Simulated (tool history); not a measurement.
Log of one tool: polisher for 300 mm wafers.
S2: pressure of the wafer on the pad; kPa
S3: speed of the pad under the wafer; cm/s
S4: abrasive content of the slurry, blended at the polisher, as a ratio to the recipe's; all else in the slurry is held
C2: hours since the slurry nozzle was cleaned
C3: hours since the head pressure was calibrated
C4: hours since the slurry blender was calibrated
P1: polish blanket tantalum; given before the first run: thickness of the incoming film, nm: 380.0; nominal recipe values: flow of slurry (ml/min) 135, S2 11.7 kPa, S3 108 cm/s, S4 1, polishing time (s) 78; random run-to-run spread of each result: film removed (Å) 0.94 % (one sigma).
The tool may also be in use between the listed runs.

{"run": 1, "hour": 3.1, "flow of slurry (ml/min)": 135, "S2": 11.7, "S3": 108, "S4": 1, "polishing time (s)": 78, "wafers polished on this pad": 156, "C2": 241.3, "C3": 732.2, "C4": 351.7, "film removed (Å)": 1175.2}
{"run": 2, "hour": 6.0, "flow of slurry (ml/min)": 135, "S2": 11.7, "S3": 108, "S4": 1, "polishing time (s)": 78, "wafers polished on this pad": 173, "C2": 244.2, "C3": 735.1, "C4": 354.6, "film removed (Å)": 1158.5}
{"run": 3, "hour": 10.1, "flow of slurry (ml/min)": 135, "S2": 18.6, "S3": 108, "S4": 1, "polishing time (s)": 78, "wafers polished on this pad": 196, "C2": 248.3, "C3": 739.2, "C4": 358.7, "film removed (Å)": 1829.5}
{"run": 4, "hour": 13.1, "flow of slurry (ml/min)": 135, "S2": 11.7, "S3": 108, "S4": 1, "polishing time (s)": 115, "wafers polished on this pad": 214, "C2": 251.3, "C3": 742.2, "C4": 361.7, "film removed (Å)": 1714.5}
{"hour": 15.5, "done": "head pressure recalibrated"}
{"run": 5, "hour": 19.6, "flow of slurry (ml/min)": 135, "S2": 5.5, "S3": 108, "S4": 1, "polishing time (s)": 78, "wafers polished on this pad": 251, "C2": 257.8, "C3": 4.1, "C4": 368.2, "film removed (Å)": 556.61}
{"run": 6, "hour": 22.6, "flow of slurry (ml/min)": 135, "S2": 11.7, "S3": 108, "S4": 0.6, "polishing time (s)": 78, "wafers polished on this pad": 268, "C2": 260.8, "C3": 7.1, "C4": 371.2, "film removed (Å)": 978.44}
{"run": 7, "hour": 26.8, "flow of slurry (ml/min)": 135, "S2": 11.7, "S3": 50, "S4": 1, "polishing time (s)": 78, "wafers polished on this pad": 293, "C2": 265, "C3": 11.3, "C4": 375.4, "film removed (Å)": 542.78}
{"run": 8, "hour": 32.7, "flow of slurry (ml/min)": 135, "S2": 11.7, "S3": 108, "S4": 1, "polishing time (s)": 50, "wafers polished on this pad": 327, "C2": 270.9, "C3": 17.2, "C4": 381.3, "film removed (Å)": 752.54}
{"run": 9, "hour": 35.7, "flow of slurry (ml/min)": 135, "S2": 11.7, "S3": 64, "S4": 1.3, "polishing time (s)": 78, "wafers polished on this pad": 344, "C2": 273.9, "C3": 20.2, "C4": 384.3, "film removed (Å)": 747.69}
{"run": 10, "hour": 38.8, "flow of slurry (ml/min)": 80, "S2": 11.7, "S3": 108, "S4": 1, "polishing time (s)": 78, "wafers polished on this pad": 362, "C2": 277, "C3": 23.3, "C4": 387.4, "film removed (Å)": 1024}
{"run": 11, "hour": 44.8, "flow of slurry (ml/min)": 210, "S2": 11.7, "S3": 108, "S4": 1, "polishing time (s)": 78, "wafers polished on this pad": 397, "C2": 283, "C3": 29.3, "C4": 393.4, "film removed (Å)": 1260.5}
{"run": 12, "hour": 48.6, "flow of slurry (ml/min)": 135, "S2": 11.7, "S3": 108, "S4": 1, "polishing time (s)": 78, "wafers polished on this pad": 419, "C2": 286.8, "C3": 33.1, "C4": 397.2, "film removed (Å)": 1174.1}
{"hour": 52.9, "done": "slurry blender recalibrated"}
{"run": 13, "hour": 53.1, "flow of slurry (ml/min)": 135, "S2": 11.7, "S3": 108, "S4": 1.25, "polishing time (s)": 78, "wafers polished on this pad": 445, "C2": 291.3, "C3": 37.6, "C4": 0.3, "film removed (Å)": 1251.5}
{"run": 14, "hour": 59.7, "flow of slurry (ml/min)": 135, "S2": 11.7, "S3": 142, "S4": 1, "polishing time (s)": 78, "wafers polished on this pad": 483, "C2": 297.9, "C3": 44.2, "C4": 6.9, "film removed (Å)": 1542.3}
{"run": 15, "hour": 65.8, "flow of slurry (ml/min)": 135, "S2": 11.7, "S3": 108, "S4": 1, "polishing time (s)": 78, "wafers polished on this pad": 518, "C2": 304, "C3": 50.3, "C4": 13, "film removed (Å)": 1190}

Run 16 is up next; what results do you expect?
{"run": 16, "hour": 69.3, "flow of slurry (ml/min)": 135, "S2": 11.7, "S3": 108, "S4": 1, "polishing time (s)": 78, "wafers polished on this pad": 538, "C2": 307.5, "C3": 53.8, "C4": 16.5, "film removed (Å)": "?"}

film removed (Å): 1186.2

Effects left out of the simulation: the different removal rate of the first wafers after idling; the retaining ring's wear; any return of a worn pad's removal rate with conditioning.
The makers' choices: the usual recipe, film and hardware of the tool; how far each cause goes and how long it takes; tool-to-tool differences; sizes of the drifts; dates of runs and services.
